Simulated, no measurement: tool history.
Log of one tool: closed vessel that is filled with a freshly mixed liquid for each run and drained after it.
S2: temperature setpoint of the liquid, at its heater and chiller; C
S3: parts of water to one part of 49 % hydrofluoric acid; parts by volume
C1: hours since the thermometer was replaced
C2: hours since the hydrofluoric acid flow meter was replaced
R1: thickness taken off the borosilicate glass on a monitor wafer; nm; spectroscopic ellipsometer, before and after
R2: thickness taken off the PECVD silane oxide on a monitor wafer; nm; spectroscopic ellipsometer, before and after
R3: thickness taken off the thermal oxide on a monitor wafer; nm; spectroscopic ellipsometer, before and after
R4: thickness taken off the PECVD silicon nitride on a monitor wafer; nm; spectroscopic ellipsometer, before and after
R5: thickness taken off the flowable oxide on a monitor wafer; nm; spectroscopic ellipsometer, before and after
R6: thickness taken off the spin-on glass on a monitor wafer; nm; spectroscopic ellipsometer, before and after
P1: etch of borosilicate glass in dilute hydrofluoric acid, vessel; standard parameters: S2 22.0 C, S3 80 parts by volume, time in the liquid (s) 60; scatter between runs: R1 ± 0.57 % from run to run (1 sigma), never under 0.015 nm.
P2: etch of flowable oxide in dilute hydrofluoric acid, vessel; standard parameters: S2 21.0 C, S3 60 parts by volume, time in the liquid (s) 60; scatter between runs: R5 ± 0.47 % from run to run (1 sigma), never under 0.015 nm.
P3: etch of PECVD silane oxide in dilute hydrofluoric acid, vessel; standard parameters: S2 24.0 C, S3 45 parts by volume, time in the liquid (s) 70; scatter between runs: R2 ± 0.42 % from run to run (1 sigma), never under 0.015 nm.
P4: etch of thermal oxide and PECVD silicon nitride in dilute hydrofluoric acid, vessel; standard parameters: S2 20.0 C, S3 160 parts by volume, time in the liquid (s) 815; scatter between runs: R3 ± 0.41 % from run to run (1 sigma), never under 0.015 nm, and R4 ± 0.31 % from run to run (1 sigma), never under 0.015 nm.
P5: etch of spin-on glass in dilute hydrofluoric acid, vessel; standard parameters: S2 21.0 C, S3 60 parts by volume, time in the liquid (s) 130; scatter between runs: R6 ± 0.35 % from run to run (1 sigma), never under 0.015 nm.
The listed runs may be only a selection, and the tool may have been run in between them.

Run 1, hour 4.4: process that ran P1, S2 22.0 C, S3 80 parts by volume, time in the liquid (s) 60; C1 459.5; C2 450.8. Result: R1 31.223 nm.
Run 2, hour 9.4: process that ran P3, S2 24.0 C, S3 45 parts by volume, time in the liquid (s) 105; C1 464.5; C2 455.8. Result: R2 58.135 nm.
Run 3, hour 14.4: process that ran P4, S2 20.0 C, S3 75 parts by volume, time in the liquid (s) 815; C1 469.5; C2 460.8. Result: R3 46.431 nm, R4 24.9170 nm.
Run 4, hour 21.3: process that ran P1, S2 22.0 C, S3 80 parts by volume, time in the liquid (s) 60; C1 476.4; C2 467.7. Result: R1 31.308 nm.
Run 5, hour 25.5: process that ran P1, S2 27.0 C, S3 40 parts by volume, time in the liquid (s) 60; C1 480.6; C2 471.9. Result: R1 81.408 nm.
Run 6, hour 31.2: process that ran P1, S2 17.0 C, S3 80 parts by volume, time in the liquid (s) 60; C1 486.3; C2 477.6. Result: R1 25.577 nm.
Run 7, hour 38.5: process that ran P1, S2 22.0 C, S3 120 parts by volume, time in the liquid (s) 60; C1 493.6; C2 484.9. Result: R1 20.020 nm.
Run 8, hour 43.4: process that ran P1, S2 22.0 C, S3 80 parts by volume, time in the liquid (s) 60; C1 498.5; C2 489.8. Result: R1 31.231 nm.
Run 9, hour 49.1: process that ran P2, S2 21.0 C, S3 110 parts by volume, time in the liquid (s) 60; C1 504.2; C2 495.5. Result: R5 10.978 nm.
Run 10, hour 55.0: process that ran P1, S2 22.0 C, S3 50 parts by volume, time in the liquid (s) 60; C1 510.1; C2 501.4. Result: R1 51.873 nm.
Run 11, hour 61.0: process that ran P1, S2 22.0 C, S3 80 parts by volume, time in the liquid (s) 60; C1 516.1; C2 507.4. Result: R1 31.316 nm.
Run 12, hour 65.6: process that ran P1, S2 27.0 C, S3 80 parts by volume, time in the liquid (s) 60; C1 520.7; C2 512.0. Result: R1 38.316 nm.
Run 13, hour 70.6: process that ran P5, S2 21.0 C, S3 35 parts by volume, time in the liquid (s) 130; C1 525.7; C2 517.0. Result: R6 82.278 nm.
Run 14, hour 76.0: process that ran P1, S2 22.0 C, S3 80 parts by volume, time in the liquid (s) 30; C1 531.1; C2 522.4. Result: R1 15.843 nm.
Run 15, hour 79.6: process that ran P1, S2 22.0 C, S3 80 parts by volume, time in the liquid (s) 60; C1 534.7; C2 526.0. Result: R1 31.271 nm.
Run 16, hour 84.7: process that ran P5, S2 29.0 C, S3 60 parts by volume, time in the liquid (s) 130; C1 539.8; C2 531.1. Result: R6 64.935 nm.
Run 17, hour 89.3: process that ran P2, S2 21.0 C, S3 60 parts by volume, time in the liquid (s) 60; C1 544.4; C2 535.7. Result: R5 21.259 nm.
Run 18, hour 93.8: process that ran P5, S2 21.0 C, S3 60 parts by volume, time in the liquid (s) 130; C1 548.9; C2 540.2. Result: R6 46.552 nm.
Run 19, hour 97.7: process that ran P3, S2 24.0 C, S3 45 parts by volume, time in the liquid (s) 70; C1 552.8; C2 544.1. Result: R2 38.914 nm.
At hour 98.0: thermometer replaced.
Run 20, hour 104.7: process that ran P4, S2 20.0 C, S3 160 parts by volume, time in the liquid (s) 815; C1 6.8; C2 551.1. Result: R3 19.957 nm, R4 11.8930 nm.
Run 21, hour 110.6: process that ran P3, S2 28.5 C, S3 45 parts by volume, time in the liquid (s) 70; C1 12.7; C2 557.0. Result: R2 46.503 nm.
Run 22, hour 117.2: process that ran P1, S2 22.0 C, S3 80 parts by volume, time in the liquid (s) 60; C1 19.3; C2 563.6. Result: R1 31.379 nm.
Run 23, hour 124.3: process that ran P2, S2 21.0 C, S3 60 parts by volume, time in the liquid (s) 120; C1 26.4; C2 570.7. Result: R5 42.752 nm.
Run 24, hour 128.2: process that ran P2, S2 17.0 C, S3 60 parts by volume, time in the liquid (s) 60; C1 30.3; C2 574.6. Result: R5 17.967 nm.
Run 25, hour 134.1: process that ran P4, S2 17.0 C, S3 160 parts by volume, time in the liquid (s) 815; C1 36.2; C2 580.5. Result: R3 17.651 nm, R4 9.6674 nm.
Run 26, hour 139.2: process that ran P5, S2 21.0 C, S3 60 parts by volume, time in the liquid (s) 215; C1 41.3; C2 585.6. Result: R6 77.204 nm.
Run 27, hour 142.7: process that ran P1, S2 22.0 C, S3 80 parts by volume, time in the liquid (s) 60; C1 44.8; C2 589.1. Result: R1 31.378 nm.
Run 28, hour 149.4: process that ran P5, S2 21.0 C, S3 60 parts by volume, time in the liquid (s) 130; C1 51.5; C2 595.8. Result: R6 47.006 nm.

The next listed run, before its measurement:
Run 29, hour 155.9: process that ran P1, S2 22.0 C, S3 80 parts by volume, time in the liquid (s) 105; C1 58.0; C2 602.3. Result: R1 ?.

R1: 55.047 nm

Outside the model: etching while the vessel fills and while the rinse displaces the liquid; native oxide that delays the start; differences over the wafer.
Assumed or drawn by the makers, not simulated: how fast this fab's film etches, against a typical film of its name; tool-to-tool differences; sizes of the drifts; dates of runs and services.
